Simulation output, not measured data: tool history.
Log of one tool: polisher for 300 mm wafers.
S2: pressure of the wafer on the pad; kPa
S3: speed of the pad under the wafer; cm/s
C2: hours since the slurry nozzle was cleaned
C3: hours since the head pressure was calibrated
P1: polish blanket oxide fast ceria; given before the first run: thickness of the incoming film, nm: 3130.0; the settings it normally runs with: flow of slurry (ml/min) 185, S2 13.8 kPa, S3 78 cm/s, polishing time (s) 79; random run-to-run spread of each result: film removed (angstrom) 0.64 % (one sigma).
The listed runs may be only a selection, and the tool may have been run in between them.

run 1 hour=8 | flow_of_slurry_(ml/min)=185 S2=13.8 S3=78 polishing_time_(s)=79 | wafers_polished_on_this_pad=178 C2=41.9 C3=461.2 | film_removed_(angstrom)=8440.3
run 2 hour=18 | flow_of_slurry_(ml/min)=110 S2=13.8 S3=78 polishing_time_(s)=79 | wafers_polished_on_this_pad=268 C2=51.9 C3=471.2 | film_removed_(angstrom)=7615.1
run 3 hour=24.2 | flow_of_slurry_(ml/min)=185 S2=13.8 S3=78 polishing_time_(s)=79 | wafers_polished_on_this_pad=324 C2=58.1 C3=477.4 | film_removed_(angstrom)=8376.6
run 4 hour=31.5 | flow_of_slurry_(ml/min)=185 S2=13.8 S3=78 polishing_time_(s)=79 | wafers_polished_on_this_pad=390 C2=65.4 C3=484.7 | film_removed_(angstrom)=8367.2
run 5 hour=37.9 | flow_of_slurry_(ml/min)=185 S2=13.8 S3=38 polishing_time_(s)=79 | wafers_polished_on_this_pad=447 C2=71.8 C3=491.1 | film_removed_(angstrom)=4090.3
run 6 hour=44.4 | flow_of_slurry_(ml/min)=235 S2=13.8 S3=78 polishing_time_(s)=116 | wafers_polished_on_this_pad=506 C2=78.3 C3=497.6 | film_removed_(angstrom)=12775
run 7 hour=52.5 | flow_of_slurry_(ml/min)=255 S2=13.8 S3=78 polishing_time_(s)=79 | wafers_polished_on_this_pad=579 C2=86.4 C3=505.7 | film_removed_(angstrom)=8763.3
run 8 hour=59.1 | flow_of_slurry_(ml/min)=185 S2=13.8 S3=78 polishing_time_(s)=79 | wafers_polished_on_this_pad=639 C2=93 C3=512.3 | film_removed_(angstrom)=8330.9
run 9 hour=66.2 | flow_of_slurry_(ml/min)=185 S2=13.8 S3=78 polishing_time_(s)=125 | wafers_polished_on_this_pad=703 C2=100.1 C3=519.4 | film_removed_(angstrom)=13217
run 10 hour=77.2 | flow_of_slurry_(ml/min)=185 S2=13.8 S3=120 polishing_time_(s)=79 | wafers_polished_on_this_pad=802 C2=111.1 C3=530.4 | film_removed_(angstrom)=12886
run 11 hour=86.2 | flow_of_slurry_(ml/min)=145 S2=13.8 S3=78 polishing_time_(s)=43 | wafers_polished_on_this_pad=883 C2=120.1 C3=539.4 | film_removed_(angstrom)=4363.2
run 12 hour=94.8 | flow_of_slurry_(ml/min)=185 S2=19.3 S3=78 polishing_time_(s)=79 | wafers_polished_on_this_pad=961 C2=128.7 C3=548 | film_removed_(angstrom)=11801
run 13 hour=100.9 | flow_of_slurry_(ml/min)=185 S2=7.6 S3=78 polishing_time_(s)=79 | wafers_polished_on_this_pad=1016 C2=134.8 C3=554.1 | film_removed_(angstrom)=4604.6
run 14 hour=106.5 | flow_of_slurry_(ml/min)=185 S2=13.8 S3=78 polishing_time_(s)=36 | wafers_polished_on_this_pad=1066 C2=140.4 C3=559.7 | film_removed_(angstrom)=3799.5
-- hour=106.6 slurry nozzle cleaned
run 15 hour=115.7 | flow_of_slurry_(ml/min)=185 S2=13.8 S3=78 polishing_time_(s)=79 | wafers_polished_on_this_pad=1149 C2=9.1 C3=568.9 | film_removed_(angstrom)=8361
run 16 hour=125.8 | flow_of_slurry_(ml/min)=185 S2=13.8 S3=78 polishing_time_(s)=79 | wafers_polished_on_this_pad=1240 C2=19.2 C3=579 | film_removed_(angstrom)=8446.7
run 17 hour=132.6 | flow_of_slurry_(ml/min)=185 S2=13.8 S3=78 polishing_time_(s)=79 | wafers_polished_on_this_pad=1302 C2=26 C3=585.8 | film_removed_(angstrom)=8273.6
run 18 hour=139 | flow_of_slurry_(ml/min)=185 S2=13.8 S3=78 polishing_time_(s)=79 | wafers_polished_on_this_pad=1359 C2=32.4 C3=592.2 | film_removed_(angstrom)=8252.9
run 19 hour=149 | flow_of_slurry_(ml/min)=185 S2=13.8 S3=78 polishing_time_(s)=79 | wafers_polished_on_this_pad=1450 C2=42.4 C3=602.2 | film_removed_(angstrom)=8003.4
run 20 hour=160.6 | flow_of_slurry_(ml/min)=185 S2=13.8 S3=78 polishing_time_(s)=79 | wafers_polished_on_this_pad=1554 C2=54 C3=613.8 | film_removed_(angstrom)=8013.1
run 21 hour=167.1 | flow_of_slurry_(ml/min)=185 S2=13.8 S3=78 polishing_time_(s)=79 | wafers_polished_on_this_pad=1613 C2=60.5 C3=620.3 | film_removed_(angstrom)=7921.2
run 22 hour=172.5 | flow_of_slurry_(ml/min)=185 S2=13.8 S3=78 polishing_time_(s)=79 | wafers_polished_on_this_pad=1662 C2=65.9 C3=625.7 | film_removed_(angstrom)=7936.9

What does the tool deliver on the next run?
run 23 hour=183.8 | flow_of_slurry_(ml/min)=185 S2=13.8 S3=78 polishing_time_(s)=79 | wafers_polished_on_this_pad=1763 C2=77.2 C3=637 | film_removed_(angstrom)=?

film removed (angstrom): 7851.6
